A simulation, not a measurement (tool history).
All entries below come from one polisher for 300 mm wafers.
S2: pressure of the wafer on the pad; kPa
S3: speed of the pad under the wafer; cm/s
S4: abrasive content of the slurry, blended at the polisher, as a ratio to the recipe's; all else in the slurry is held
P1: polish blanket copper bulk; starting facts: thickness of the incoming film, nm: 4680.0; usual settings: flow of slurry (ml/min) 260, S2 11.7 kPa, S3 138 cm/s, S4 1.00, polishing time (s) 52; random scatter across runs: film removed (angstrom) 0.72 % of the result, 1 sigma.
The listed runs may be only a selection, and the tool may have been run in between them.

run 1 day=0.738 | flow_of_slurry_(ml/min)=260 S2=11.7 S3=138 S4=1.00 polishing_time_(s)=52 | film_removed_(angstrom)=4975.4
run 2 day=1.233 | flow_of_slurry_(ml/min)=260 S2=11.7 S3=186 S4=1.00 polishing_time_(s)=52 | film_removed_(angstrom)=6770.1
run 3 day=1.846 | flow_of_slurry_(ml/min)=260 S2=11.7 S3=138 S4=1.25 polishing_time_(s)=52 | film_removed_(angstrom)=5269.7
run 4 day=2.421 | flow_of_slurry_(ml/min)=260 S2=6.9 S3=138 S4=1.00 polishing_time_(s)=52 | film_removed_(angstrom)=2915.0
run 5 day=3.150 | flow_of_slurry_(ml/min)=260 S2=11.7 S3=138 S4=1.00 polishing_time_(s)=52 | film_removed_(angstrom)=5048.6
run 6 day=3.542 | flow_of_slurry_(ml/min)=260 S2=11.7 S3=138 S4=1.00 polishing_time_(s)=37 | film_removed_(angstrom)=3648.9
run 7 day=3.933 | flow_of_slurry_(ml/min)=260 S2=11.7 S3=138 S4=1.00 polishing_time_(s)=52 | film_removed_(angstrom)=5058.5
run 8 day=4.433 | flow_of_slurry_(ml/min)=260 S2=11.7 S3=90 S4=1.00 polishing_time_(s)=52 | film_removed_(angstrom)=3280.8
run 9 day=5.021 | flow_of_slurry_(ml/min)=395 S2=11.7 S3=138 S4=1.00 polishing_time_(s)=52 | film_removed_(angstrom)=5218.7
run 10 day=5.496 | flow_of_slurry_(ml/min)=155 S2=11.7 S3=138 S4=1.00 polishing_time_(s)=52 | film_removed_(angstrom)=4714.7
run 11 day=5.958 | flow_of_slurry_(ml/min)=260 S2=11.7 S3=138 S4=0.55 polishing_time_(s)=52 | film_removed_(angstrom)=4453.4
run 12 day=6.321 | flow_of_slurry_(ml/min)=260 S2=11.7 S3=138 S4=1.00 polishing_time_(s)=66 | film_removed_(angstrom)=6324.5
run 13 day=6.883 | flow_of_slurry_(ml/min)=260 S2=17.2 S3=138 S4=1.00 polishing_time_(s)=52 | film_removed_(angstrom)=7487.5
run 14 day=7.638 | flow_of_slurry_(ml/min)=260 S2=11.7 S3=138 S4=1.00 polishing_time_(s)=52 | film_removed_(angstrom)=5045.9
run 15 day=8.050 | flow_of_slurry_(ml/min)=260 S2=15.2 S3=102 S4=1.00 polishing_time_(s)=52 | film_removed_(angstrom)=4799.4
run 16 day=8.704 | flow_of_slurry_(ml/min)=260 S2=11.7 S3=138 S4=1.00 polishing_time_(s)=52 | film_removed_(angstrom)=5054.5
run 17 day=9.058 | flow_of_slurry_(ml/min)=260 S2=11.7 S3=138 S4=1.00 polishing_time_(s)=52 | film_removed_(angstrom)=5036.6
run 18 day=9.554 | flow_of_slurry_(ml/min)=260 S2=11.7 S3=138 S4=1.00 polishing_time_(s)=52 | film_removed_(angstrom)=4887.4
run 19 day=9.988 | flow_of_slurry_(ml/min)=260 S2=11.7 S3=138 S4=1.00 polishing_time_(s)=52 | film_removed_(angstrom)=4827.7
run 20 day=10.504 | flow_of_slurry_(ml/min)=260 S2=11.7 S3=138 S4=1.00 polishing_time_(s)=52 | film_removed_(angstrom)=4798.7
-- day=10.746 head pressure recalibrated
run 21 day=10.908 | flow_of_slurry_(ml/min)=260 S2=11.7 S3=138 S4=1.00 polishing_time_(s)=52 | film_removed_(angstrom)=4797.6
run 22 day=11.400 | flow_of_slurry_(ml/min)=260 S2=11.7 S3=138 S4=1.00 polishing_time_(s)=52 | film_removed_(angstrom)=4823.9

What does the tool deliver on the next run?
-- day=11.450 slurry blender recalibrated
run 23 day=11.971 | flow_of_slurry_(ml/min)=260 S2=11.7 S3=138 S4=1.00 polishing_time_(s)=52 | film_removed_(angstrom)=?

film removed (angstrom): 4741.3
